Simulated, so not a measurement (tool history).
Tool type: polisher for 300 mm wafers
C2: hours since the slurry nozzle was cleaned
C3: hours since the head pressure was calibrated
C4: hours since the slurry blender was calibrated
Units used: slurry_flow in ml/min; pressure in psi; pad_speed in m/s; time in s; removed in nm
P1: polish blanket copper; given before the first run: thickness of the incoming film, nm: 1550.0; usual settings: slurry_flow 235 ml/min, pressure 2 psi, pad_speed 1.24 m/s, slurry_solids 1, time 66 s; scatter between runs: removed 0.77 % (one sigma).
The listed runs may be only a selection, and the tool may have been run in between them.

{"run": 1, "hour": 14.9, "slurry_flow": 235, "pressure": 2, "pad_speed": 1.24, "slurry_solids": 1, "time": 66, "wafers polished on this pad": 438, "C2": 94.5, "C3": 75.1, "C4": 72.3, "removed": 202.16}
{"run": 2, "hour": 28.8, "slurry_flow": 235, "pressure": 2, "pad_speed": 1.24, "slurry_solids": 1, "time": 41, "wafers polished on this pad": 565, "C2": 108.4, "C3": 89, "C4": 86.2, "removed": 125.19}
{"run": 3, "hour": 44.7, "slurry_flow": 235, "pressure": 2, "pad_speed": 1.24, "slurry_solids": 0.5, "time": 66, "wafers polished on this pad": 712, "C2": 124.3, "C3": 104.9, "C4": 102.1, "removed": 173.3}
{"run": 4, "hour": 59.5, "slurry_flow": 235, "pressure": 2, "pad_speed": 1.24, "slurry_solids": 1.5, "time": 66, "wafers polished on this pad": 848, "C2": 139.1, "C3": 119.7, "C4": 116.9, "removed": 216.53}
{"run": 5, "hour": 66.7, "slurry_flow": 235, "pressure": 2, "pad_speed": 1.58, "slurry_solids": 0.75, "time": 66, "wafers polished on this pad": 914, "C2": 146.3, "C3": 126.9, "C4": 124.1, "removed": 239.25}
{"run": 6, "hour": 74.8, "slurry_flow": 235, "pressure": 2, "pad_speed": 1.24, "slurry_solids": 1, "time": 66, "wafers polished on this pad": 989, "C2": 154.4, "C3": 135, "C4": 132.2, "removed": 199.3}
{"run": 7, "hour": 89.6, "slurry_flow": 345, "pressure": 2, "pad_speed": 1.24, "slurry_solids": 1, "time": 66, "wafers polished on this pad": 1125, "C2": 169.2, "C3": 149.8, "C4": 147, "removed": 202.99}
{"run": 8, "hour": 100.0, "slurry_flow": 235, "pressure": 2, "pad_speed": 1.24, "slurry_solids": 1, "time": 104, "wafers polished on this pad": 1220, "C2": 179.6, "C3": 160.2, "C4": 157.4, "removed": 309.46}
{"run": 9, "hour": 110.8, "slurry_flow": 235, "pressure": 2, "pad_speed": 1.24, "slurry_solids": 1, "time": 66, "wafers polished on this pad": 1320, "C2": 190.4, "C3": 171, "C4": 168.2, "removed": 197.95}
{"hour": 119.6, "done": "slurry blender recalibrated"}
{"run": 10, "hour": 122.6, "slurry_flow": 235, "pressure": 1.1, "pad_speed": 1.24, "slurry_solids": 1, "time": 66, "wafers polished on this pad": 1428, "C2": 202.2, "C3": 182.8, "C4": 3.1, "removed": 109.8}
{"run": 11, "hour": 135.2, "slurry_flow": 235, "pressure": 2, "pad_speed": 1.24, "slurry_solids": 1, "time": 66, "wafers polished on this pad": 1544, "C2": 214.8, "C3": 195.4, "C4": 15.7, "removed": 198}
{"run": 12, "hour": 149.2, "slurry_flow": 140, "pressure": 2, "pad_speed": 1.24, "slurry_solids": 1, "time": 66, "wafers polished on this pad": 1673, "C2": 228.8, "C3": 209.4, "C4": 29.7, "removed": 182.97}
{"run": 13, "hour": 164.9, "slurry_flow": 235, "pressure": 2, "pad_speed": 0.56, "slurry_solids": 1, "time": 66, "wafers polished on this pad": 1818, "C2": 244.5, "C3": 225.1, "C4": 45.4, "removed": 90.37}
{"run": 14, "hour": 172.7, "slurry_flow": 235, "pressure": 2, "pad_speed": 1.72, "slurry_solids": 1, "time": 66, "wafers polished on this pad": 1889, "C2": 252.3, "C3": 232.9, "C4": 53.2, "removed": 274.38}
{"hour": 181.3, "done": "head pressure recalibrated"}
{"run": 15, "hour": 182.1, "slurry_flow": 235, "pressure": 2, "pad_speed": 1.24, "slurry_solids": 1, "time": 66, "wafers polished on this pad": 1976, "C2": 261.7, "C3": 0.8, "C4": 62.6, "removed": 199.26}
{"run": 16, "hour": 191.0, "slurry_flow": 235, "pressure": 3.2, "pad_speed": 1.24, "slurry_solids": 1, "time": 66, "wafers polished on this pad": 2058, "C2": 270.6, "C3": 9.7, "C4": 71.5, "removed": 319.34}
{"run": 17, "hour": 206.2, "slurry_flow": 235, "pressure": 2, "pad_speed": 1.24, "slurry_solids": 1, "time": 66, "wafers polished on this pad": 2197, "C2": 285.8, "C3": 24.9, "C4": 86.7, "removed": 201.88}

Expected results for the next run?
{"run": 18, "hour": 221.9, "slurry_flow": 235, "pressure": 2, "pad_speed": 1.24, "slurry_solids": 1, "time": 66, "wafers polished on this pad": 2342, "C2": 301.5, "C3": 40.6, "C4": 102.4, "removed": "?"}

Run 18 gave removed 200.66 nm.
